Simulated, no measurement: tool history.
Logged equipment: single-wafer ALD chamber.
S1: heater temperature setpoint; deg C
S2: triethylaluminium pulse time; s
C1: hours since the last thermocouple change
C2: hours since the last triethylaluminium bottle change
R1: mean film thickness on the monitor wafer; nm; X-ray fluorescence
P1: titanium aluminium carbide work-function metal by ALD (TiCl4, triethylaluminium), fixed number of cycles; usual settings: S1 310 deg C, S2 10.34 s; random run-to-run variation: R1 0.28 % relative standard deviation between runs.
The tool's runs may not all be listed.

run	day	S1	S2	C1	C2	R1
1	0.371	310	10.34	1578.9	362.8	2.1316
2	0.758	310	4.18	1588.2	372.1	1.6760
3	1.275	325	15.91	1600.6	384.5	2.3260
4	1.854	310	13.52	1614.5	398.4	2.1882
5	2.388	310	10.34	1627.3	411.2	2.1371
6	2.854	310	10.34	1638.5	422.4	2.1311
7	3.408	335	10.34	1651.8	435.7	2.3643
8	3.721	310	10.34	1659.3	443.2	2.1414
9	4.025	289	10.34	1666.6	450.5	1.9461
10	4.483	323	4.23	1677.6	461.5	1.7869
11	5.167	330	6.98	1694.0	477.9	2.1685
12	5.675	310	10.34	1706.2	490.1	2.1315
13	6.008	310	10.34	1714.2	498.1	2.1313
14	6.362	310	10.34	1722.7	506.6	2.1376
15	6.871	310	10.34	1734.9	518.8	2.1183
16	7.300	310	10.34	1745.2	529.1	2.1249
17	7.658	310	10.34	1753.8	537.7	2.1039
18	8.292	310	10.34	1769.0	552.9	2.1018
19	8.625	310	10.34	1777.0	560.9	2.1051
20	9.058	310	10.34	1787.4	571.3	2.0982
21	9.667	310	10.34	1802.0	585.9	2.1039

What does the tool deliver on the next run?
22	10.217	310	10.34	1815.2	599.1	?

R1: 2.1003 nm
